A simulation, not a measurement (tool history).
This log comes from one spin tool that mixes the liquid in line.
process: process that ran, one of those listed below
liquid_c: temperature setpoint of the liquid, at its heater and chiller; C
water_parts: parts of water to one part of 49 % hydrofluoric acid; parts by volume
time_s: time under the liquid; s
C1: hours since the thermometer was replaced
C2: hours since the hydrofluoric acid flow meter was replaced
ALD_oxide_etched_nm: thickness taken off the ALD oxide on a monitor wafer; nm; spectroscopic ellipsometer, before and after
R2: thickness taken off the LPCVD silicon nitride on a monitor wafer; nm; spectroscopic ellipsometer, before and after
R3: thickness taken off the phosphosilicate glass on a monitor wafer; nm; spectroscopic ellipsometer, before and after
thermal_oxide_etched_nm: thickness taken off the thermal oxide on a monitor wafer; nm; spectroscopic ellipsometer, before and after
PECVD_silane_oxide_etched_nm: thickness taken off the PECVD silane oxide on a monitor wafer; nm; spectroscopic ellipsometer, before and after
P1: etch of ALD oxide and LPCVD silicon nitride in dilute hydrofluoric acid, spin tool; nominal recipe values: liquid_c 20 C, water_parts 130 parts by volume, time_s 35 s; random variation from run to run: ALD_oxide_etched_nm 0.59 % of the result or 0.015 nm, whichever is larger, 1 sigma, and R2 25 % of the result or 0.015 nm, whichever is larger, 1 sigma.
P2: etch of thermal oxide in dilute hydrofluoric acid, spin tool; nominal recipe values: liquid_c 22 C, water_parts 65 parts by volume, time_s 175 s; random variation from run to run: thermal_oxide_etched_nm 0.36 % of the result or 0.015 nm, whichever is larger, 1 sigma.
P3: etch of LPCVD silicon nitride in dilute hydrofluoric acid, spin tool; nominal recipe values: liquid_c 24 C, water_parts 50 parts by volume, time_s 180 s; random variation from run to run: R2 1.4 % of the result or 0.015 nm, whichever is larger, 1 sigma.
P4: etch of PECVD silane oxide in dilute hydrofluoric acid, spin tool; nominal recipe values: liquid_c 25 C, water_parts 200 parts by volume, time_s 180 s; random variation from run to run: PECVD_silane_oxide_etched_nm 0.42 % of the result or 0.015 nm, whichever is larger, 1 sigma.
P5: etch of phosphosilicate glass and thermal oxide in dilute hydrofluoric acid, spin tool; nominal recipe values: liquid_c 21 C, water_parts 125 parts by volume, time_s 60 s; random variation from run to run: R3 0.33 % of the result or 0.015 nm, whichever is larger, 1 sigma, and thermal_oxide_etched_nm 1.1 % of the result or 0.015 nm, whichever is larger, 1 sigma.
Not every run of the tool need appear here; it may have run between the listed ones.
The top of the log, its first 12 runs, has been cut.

run 13 hour=82.7 | process=P3 liquid_c=24 water_parts=50 time_s=315 | C1=1843.2 C2=656.0 | R2=3.084400
run 14 hour=88.6 | process=P2 liquid_c=22 water_parts=100 time_s=175 | C1=1849.1 C2=661.9 | thermal_oxide_etched_nm=7.4504
run 15 hour=95.2 | process=P1 liquid_c=25 water_parts=130 time_s=35 | C1=1855.7 C2=668.5 | ALD_oxide_etched_nm=7.5066 R2=0.122400
run 16 hour=102.3 | process=P1 liquid_c=17 water_parts=130 time_s=15 | C1=1862.8 C2=675.6 | ALD_oxide_etched_nm=2.3006 R2=0.032600
run 17 hour=106.2 | process=P1 liquid_c=20 water_parts=185 time_s=35 | C1=1866.7 C2=679.5 | ALD_oxide_etched_nm=4.0794 R2=0.089440
-- hour=110.7 hydrofluoric acid flow meter replaced
run 18 hour=113.1 | process=P5 liquid_c=21 water_parts=125 time_s=60 | C1=1873.6 C2=2.4 | R3=33.718 thermal_oxide_etched_nm=2.1098
run 19 hour=120.7 | process=P4 liquid_c=17 water_parts=200 time_s=180 | C1=1881.2 C2=10.0 | PECVD_silane_oxide_etched_nm=9.3397
run 20 hour=125.4 | process=P4 liquid_c=25 water_parts=200 time_s=355 | C1=1885.9 C2=14.7 | PECVD_silane_oxide_etched_nm=24.9520
run 21 hour=133.0 | process=P1 liquid_c=20 water_parts=60 time_s=50 | C1=1893.5 C2=22.3 | ALD_oxide_etched_nm=20.5770 R2=0.287270
run 22 hour=138.4 | process=P3 liquid_c=32 water_parts=50 time_s=180 | C1=1898.9 C2=27.7 | R2=2.979500
run 23 hour=143.1 | process=P1 liquid_c=20 water_parts=130 time_s=35 | C1=1903.6 C2=32.4 | ALD_oxide_etched_nm=6.0586 R2=0.053473
run 24 hour=148.3 | process=P1 liquid_c=17 water_parts=130 time_s=35 | C1=1908.8 C2=37.6 | ALD_oxide_etched_nm=5.4350 R2=0.101460
run 25 hour=153.1 | process=P5 liquid_c=21 water_parts=125 time_s=60 | C1=1913.6 C2=42.4 | R3=33.874 thermal_oxide_etched_nm=2.1672
run 26 hour=157.7 | process=P5 liquid_c=21 water_parts=125 time_s=110 | C1=1918.2 C2=47.0 | R3=61.993 thermal_oxide_etched_nm=3.9447
run 27 hour=162.9 | process=P3 liquid_c=24 water_parts=20 time_s=180 | C1=1923.4 C2=52.2 | R2=4.178100
run 28 hour=168.8 | process=P4 liquid_c=25 water_parts=200 time_s=180 | C1=1929.3 C2=58.1 | PECVD_silane_oxide_etched_nm=12.7090
run 29 hour=172.7 | process=P1 liquid_c=20 water_parts=70 time_s=35 | C1=1933.2 C2=62.0 | ALD_oxide_etched_nm=12.1560 R2=0.210150
run 30 hour=180.6 | process=P1 liquid_c=20 water_parts=130 time_s=35 | C1=1941.1 C2=69.9 | ALD_oxide_etched_nm=6.1027 R2=0.050237
run 31 hour=185.3 | process=P4 liquid_c=25 water_parts=75 time_s=180 | C1=1945.8 C2=74.6 | PECVD_silane_oxide_etched_nm=39.4390
run 32 hour=191.5 | process=P1 liquid_c=20 water_parts=130 time_s=35 | C1=1952.0 C2=80.8 | ALD_oxide_etched_nm=6.0827 R2=0.059068
run 33 hour=196.4 | process=P1 liquid_c=20 water_parts=130 time_s=35 | C1=1956.9 C2=85.7 | ALD_oxide_etched_nm=6.2517 R2=0.135300
run 34 hour=202.3 | process=P1 liquid_c=20 water_parts=130 time_s=35 | C1=1962.8 C2=91.6 | ALD_oxide_etched_nm=6.4023 R2=0.129330
run 35 hour=208.1 | process=P1 liquid_c=20 water_parts=130 time_s=35 | C1=1968.6 C2=97.4 | ALD_oxide_etched_nm=6.5367 R2=0.057331

Run 36 is up next; what results do you expect?
run 36 hour=213.7 | process=P1 liquid_c=20 water_parts=130 time_s=35 | C1=1974.2 C2=103.0 | ALD_oxide_etched_nm=? R2=?

{"run 36": {"ALD_oxide_etched_nm": 6.4805, "R2": 0.13523}}
